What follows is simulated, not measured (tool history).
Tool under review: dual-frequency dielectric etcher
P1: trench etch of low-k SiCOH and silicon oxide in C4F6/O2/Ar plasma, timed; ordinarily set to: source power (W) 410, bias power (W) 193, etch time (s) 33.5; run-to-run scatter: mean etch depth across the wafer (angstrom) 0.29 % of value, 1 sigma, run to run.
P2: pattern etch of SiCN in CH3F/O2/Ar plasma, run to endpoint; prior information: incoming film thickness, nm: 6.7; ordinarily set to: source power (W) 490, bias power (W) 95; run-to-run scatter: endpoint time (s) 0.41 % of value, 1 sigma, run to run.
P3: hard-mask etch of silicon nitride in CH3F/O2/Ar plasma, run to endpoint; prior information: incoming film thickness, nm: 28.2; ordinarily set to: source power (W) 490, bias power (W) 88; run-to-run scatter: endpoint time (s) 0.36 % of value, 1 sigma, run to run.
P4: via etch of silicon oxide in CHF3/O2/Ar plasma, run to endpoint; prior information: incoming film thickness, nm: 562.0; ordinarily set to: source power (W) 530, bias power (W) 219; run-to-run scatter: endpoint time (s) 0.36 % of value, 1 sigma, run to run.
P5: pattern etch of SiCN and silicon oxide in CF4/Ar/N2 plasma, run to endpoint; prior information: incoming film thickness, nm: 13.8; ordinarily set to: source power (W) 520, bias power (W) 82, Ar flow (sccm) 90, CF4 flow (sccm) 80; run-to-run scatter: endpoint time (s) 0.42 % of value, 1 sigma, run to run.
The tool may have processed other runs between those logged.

run     day  process that ran  source power (W)  bias power (W)  etch time (s)  Ar flow (sccm)  CF4 flow (sccm)  hours since the last wet clean  hours since the last source power generator calibration  hours since the last bias power generator calibration  mean etch depth across the wafer (angstrom)  endpoint time (s)
  1   0.608                P1               410             193           33.5                                                            184.8                                                    682.9                                                  617.7                                       1108.3
  2   1.317                P1               270             133           33.5                                                            201.8                                                    699.9                                                  634.7                                       834.15
  3   1.925                P5               520              82                             90               80                           216.4                                                    714.5                                                  649.3                                                          13.297
  4     2.6                P5               520              82                             90              109                           232.6                                                    730.7                                                  665.5                                                          12.734
  5   2.908                P5               520              49                             90               80                             240                                                    738.1                                                  672.9                                                          15.621
  6   3.233                P1               410             116           33.5                                                            247.8                                                    745.9                                                  680.7                                       948.78
  7   3.838                P4               530             219                                                                           262.3                                                    760.4                                                  695.2                                                          273.89
  8   4.479                P1               280             193           33.5                                                            277.7                                                    775.8                                                  710.6                                       953.87
  9   5.129                P1               530             193           33.5                                                            293.3                                                    791.4                                                  726.2                                       1227.6
 10   5.633                P3               620              88                                                                           305.4                                                    803.5                                                  738.3                                                          31.705
 11   5.954                P1               410             193           33.5                                                            313.1                                                    811.2                                                    746                                       1111.7
      6.246  -- wet clean of the chamber
 12   6.325                P1               410             193           33.5                                                                2                                                    820.1                                                  754.9                                       1115.3
 13   6.917                P3               490              88                                                                            16.2                                                    834.3                                                  769.1                                                           34.79
 14   7.238                P1               410             193           33.5                                                             23.9                                                      842                                                  776.8                                       1107.3
 15   7.658                P3               490             110                                                                              34                                                    852.1                                                  786.9                                                          32.105
 16   8.371                P2               650              95                                                                            51.1                                                    869.2                                                    804                                                          13.592
 17   8.996                P4               530             139                                                                            66.1                                                    884.2                                                    819                                                          319.95
 18   9.675                P2               490              69                                                                            82.4                                                    900.5                                                  835.3                                                          17.015
 19  10.238                P5               520              82                             74               80                            95.9                                                      914                                                  848.8                                                          12.889
 20  10.567                P1               410             193           33.5                                                            103.8                                                    921.9                                                  856.7                                       1113.3
 21  11.196                P1               410             193             25                                                            118.9                                                      937                                                  871.8                                        822.8
 22  11.721                P5               310              82                             90               80                           131.5                                                    949.6                                                  884.4                                                          20.912
 23  12.375                P2               490              95                                                                           147.2                                                    965.3                                                  900.1                                                          15.056
 24  12.917                P1               410             193             48                                                            160.2                                                    978.3                                                  913.1                                       1584.9
 25  13.279                P3               490              88                                                                           168.9                                                      987                                                  921.8                                                           34.74
 26  13.817                P4               400             219                                                                           181.8                                                    999.9                                                  934.7                                                          305.95
 27  14.175                P1               410             193           33.5                                                            190.4                                                   1008.5                                                  943.3                                       1111.2
 28  14.754                P1               410             273           33.5                                                            204.3                                                   1022.4                                                  957.2                                       1245.4
 29   15.35                P4               530             219                                                                           218.6                                                   1036.7                                                  971.5                                                          273.89
 30  15.796                P1               410             193           33.5                                                            229.3                                                   1047.4                                                  982.2                                       1107.4
 31  16.167                P1               410             193           33.5                                                            238.2                                                   1056.3                                                  991.1                                       1103.2
 32  16.875                P1               410             193           33.5                                                            255.2                                                   1073.3                                                 1008.1                                       1090.3
 33  17.221                P1               410             193           33.5                                                            263.5                                                   1081.6                                                 1016.4                                         1088
     17.312  -- wet clean of the chamber
 34  17.588                P1               410             193           33.5                                                              6.7                                                   1090.4                                                 1025.2                                       1096.6
 35  18.108                P1               410             193           33.5                                                             19.2                                                   1102.9                                                 1037.7                                         1089
 36  18.554                P1               410             193           33.5                                                             29.9                                                   1113.6                                                 1048.4                                       1092.6

The log shows P1 creeping away from where it was. Any of the 2 causes listed here, at the size stated for it, fits the log just as well as the others:
A: source power that arrives under what is set, % = 3.72
B: bias power that arrives under what is set, % = 4.51
The drift started at roughly day 15.796.
The rest of the possible causes, and what rules out each one:
chamber walls in a state that lowers the etch rate, %: work on it at day 17.312, done after the drift set in, did not restore what the process gave before

4 check runs are offered, each on 3 wafers whose results are averaged, their results left as question marks. Which one tells the causes apart?
check 1   19                P4               410             146                                                                                                                                                                                                                                                               ?
check 2   19                P2               620              75                                                                                                                                                                                                                                                               ?
check 3   19                P3               610             104                                                                                                                                                                                                                                                               ?
check 4   19                P5               520              53                             90               80                                                                                                                                                                                                               ?

Predicted outcomes, by check and by cause:
  check             result    if A    if B
check 1  endpoint time (s)  352.78  353.01
check 2  endpoint time (s)  15.262  15.285
check 3  endpoint time (s)  30.595  30.666
check 4  endpoint time (s)  15.772  15.456
Separation of the two closest causes in each check, using whichever result separates them best: check 1 0.06 %; check 2 0.15 %; check 3 0.23 %; check 4 2.03 %
Check 4 distinguishes between the causes, while the remaining checks would return nearly the same result for all of them.

Running check 4 produced the following: endpoint time (s) 15.518. Which one of the listed causes fits?

The cause is B: bias power that arrives under what is set, %.
